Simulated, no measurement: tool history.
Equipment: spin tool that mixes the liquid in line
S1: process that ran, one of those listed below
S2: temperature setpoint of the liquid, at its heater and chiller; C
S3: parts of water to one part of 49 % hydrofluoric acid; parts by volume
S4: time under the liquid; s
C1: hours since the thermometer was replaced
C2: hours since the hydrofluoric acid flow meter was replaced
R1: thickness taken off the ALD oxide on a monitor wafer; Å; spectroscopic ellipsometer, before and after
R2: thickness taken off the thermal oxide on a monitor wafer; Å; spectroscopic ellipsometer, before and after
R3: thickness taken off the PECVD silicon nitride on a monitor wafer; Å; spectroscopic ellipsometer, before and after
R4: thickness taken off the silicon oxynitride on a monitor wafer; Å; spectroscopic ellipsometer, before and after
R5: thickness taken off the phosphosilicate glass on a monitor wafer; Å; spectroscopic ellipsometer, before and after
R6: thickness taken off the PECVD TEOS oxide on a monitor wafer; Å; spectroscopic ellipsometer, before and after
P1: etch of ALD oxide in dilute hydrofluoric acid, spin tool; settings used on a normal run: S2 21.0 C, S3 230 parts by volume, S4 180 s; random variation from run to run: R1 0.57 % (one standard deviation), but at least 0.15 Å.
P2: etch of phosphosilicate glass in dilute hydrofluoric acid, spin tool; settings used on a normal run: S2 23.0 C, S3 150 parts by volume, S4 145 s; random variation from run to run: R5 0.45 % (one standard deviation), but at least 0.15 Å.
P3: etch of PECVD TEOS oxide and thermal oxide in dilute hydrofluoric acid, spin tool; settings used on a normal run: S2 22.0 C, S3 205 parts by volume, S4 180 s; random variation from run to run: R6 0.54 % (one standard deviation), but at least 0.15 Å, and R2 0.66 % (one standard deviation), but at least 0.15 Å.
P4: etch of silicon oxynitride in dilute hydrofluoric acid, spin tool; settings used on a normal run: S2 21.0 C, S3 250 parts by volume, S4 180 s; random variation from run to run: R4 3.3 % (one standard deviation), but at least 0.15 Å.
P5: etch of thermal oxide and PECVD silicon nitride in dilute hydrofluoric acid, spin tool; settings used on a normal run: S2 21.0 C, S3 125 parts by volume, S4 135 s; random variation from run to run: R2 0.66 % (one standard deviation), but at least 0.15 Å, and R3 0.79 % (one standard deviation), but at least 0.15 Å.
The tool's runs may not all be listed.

run 1 hour=9.3 | S1=P1 S2=21.0 S3=230 S4=180 | C1=198.9 C2=884.7 | R1=60.0730
run 2 hour=19.5 | S1=P5 S2=21.0 S3=125 S4=35 | C1=209.1 C2=894.9 | R2=11.506 R3=6.7876
run 3 hour=30.7 | S1=P1 S2=21.0 S3=80 S4=90 | C1=220.3 C2=906.1 | R1=102.5200
run 4 hour=42.7 | S1=P1 S2=21.0 S3=230 S4=180 | C1=232.3 C2=918.1 | R1=60.2390
run 5 hour=52.0 | S1=P1 S2=27.5 S3=230 S4=180 | C1=241.6 C2=927.4 | R1=76.0780
run 6 hour=61.3 | S1=P4 S2=28.0 S3=250 S4=180 | C1=250.9 C2=936.7 | R4=10.8920
run 7 hour=68.7 | S1=P2 S2=23.0 S3=80 S4=145 | C1=258.3 C2=944.1 | R5=1095.50
run 8 hour=81.9 | S1=P2 S2=23.0 S3=150 S4=145 | C1=271.5 C2=957.3 | R5=537.88
run 9 hour=93.4 | S1=P3 S2=28.0 S3=205 S4=180 | C1=283.0 C2=968.8 | R2=44.017 R6=105.950
run 10 hour=104.9 | S1=P1 S2=21.0 S3=100 S4=180 | C1=294.5 C2=980.3 | R1=159.2900
run 11 hour=111.6 | S1=P5 S2=21.0 S3=125 S4=135 | C1=301.2 C2=987.0 | R2=44.206 R3=26.3590
run 12 hour=118.7 | S1=P1 S2=21.0 S3=230 S4=180 | C1=308.3 C2=994.1 | R1=60.1770
run 13 hour=126.0 | S1=P4 S2=21.0 S3=415 S4=180 | C1=315.6 C2=1001.4 | R4=4.2618
run 14 hour=134.5 | S1=P2 S2=23.0 S3=150 S4=145 | C1=324.1 C2=1009.9 | R5=536.08
run 15 hour=144.2 | S1=P3 S2=22.0 S3=205 S4=180 | C1=333.8 C2=1019.6 | R2=35.754 R6=84.432
run 16 hour=152.9 | S1=P5 S2=25.0 S3=125 S4=135 | C1=342.5 C2=1028.3 | R2=51.678 R3=34.0790
run 17 hour=162.9 | S1=P3 S2=22.0 S3=205 S4=265 | C1=352.5 C2=1038.3 | R2=52.092 R6=124.720
run 18 hour=172.6 | S1=P1 S2=21.0 S3=230 S4=180 | C1=362.2 C2=1048.0 | R1=59.9520
run 19 hour=182.6 | S1=P2 S2=23.0 S3=150 S4=85 | C1=372.2 C2=1058.0 | R5=316.78
run 20 hour=189.4 | S1=P1 S2=21.0 S3=375 S4=180 | C1=379.0 C2=1064.8 | R1=32.1520
run 21 hour=199.4 | S1=P5 S2=21.0 S3=125 S4=135 | C1=389.0 C2=1074.8 | R2=43.960 R3=26.1690
run 22 hour=210.8 | S1=P1 S2=21.0 S3=230 S4=180 | C1=400.4 C2=1086.2 | R1=60.0220
run 23 hour=217.3 | S1=P4 S2=21.0 S3=250 S4=70 | C1=406.9 C2=1092.7 | R4=3.1461
run 24 hour=230.5 | S1=P2 S2=17.0 S3=150 S4=145 | C1=420.1 C2=1105.9 | R5=427.47
run 25 hour=238.2 | S1=P1 S2=21.0 S3=230 S4=355 | C1=427.8 C2=1113.6 | R1=118.8900
run 26 hour=251.6 | S1=P4 S2=21.0 S3=250 S4=180 | C1=441.2 C2=1127.0 | R4=7.9661
run 27 hour=261.1 | S1=P4 S2=21.0 S3=250 S4=180 | C1=450.7 C2=1136.5 | R4=7.9011
run 28 hour=270.0 | S1=P1 S2=24.5 S3=230 S4=345 | C1=459.6 C2=1145.4 | R1=131.3100
run 29 hour=283.4 | S1=P1 S2=17.0 S3=230 S4=180 | C1=473.0 C2=1158.8 | R1=51.4400
run 30 hour=294.4 | S1=P3 S2=22.0 S3=75 S4=180 | C1=484.0 C2=1169.8 | R2=112.030 R6=270.480
run 31 hour=302.0 | S1=P5 S2=21.0 S3=200 S4=135 | C1=491.6 C2=1177.4 | R2=25.543 R3=16.6090
run 32 hour=309.1 | S1=P1 S2=21.0 S3=230 S4=15 | C1=498.7 C2=1184.5 | R1=5.1818
run 33 hour=323.1 | S1=P1 S2=21.0 S3=230 S4=180 | C1=512.7 C2=1198.5 | R1=60.1610
run 34 hour=330.8 | S1=P1 S2=21.0 S3=230 S4=180 | C1=520.4 C2=1206.2 | R1=61.7780
run 35 hour=338.9 | S1=P1 S2=21.0 S3=230 S4=180 | C1=528.5 C2=1214.3 | R1=62.0710
run 36 hour=349.7 | S1=P1 S2=21.0 S3=230 S4=180 | C1=539.3 C2=1225.1 | R1=62.8070
run 37 hour=360.4 | S1=P1 S2=21.0 S3=230 S4=180 | C1=550.0 C2=1235.8 | R1=63.6520
run 38 hour=367.9 | S1=P1 S2=21.0 S3=230 S4=180 | C1=557.5 C2=1243.3 | R1=63.3360
run 39 hour=380.0 | S1=P1 S2=21.0 S3=230 S4=180 | C1=569.6 C2=1255.4 | R1=64.0190

Forecast run 40:
run 40 hour=387.2 | S1=P1 S2=21.0 S3=230 S4=180 | C1=576.8 C2=1262.6 | R1=?

{"run 40": {"R1": 63.736}}
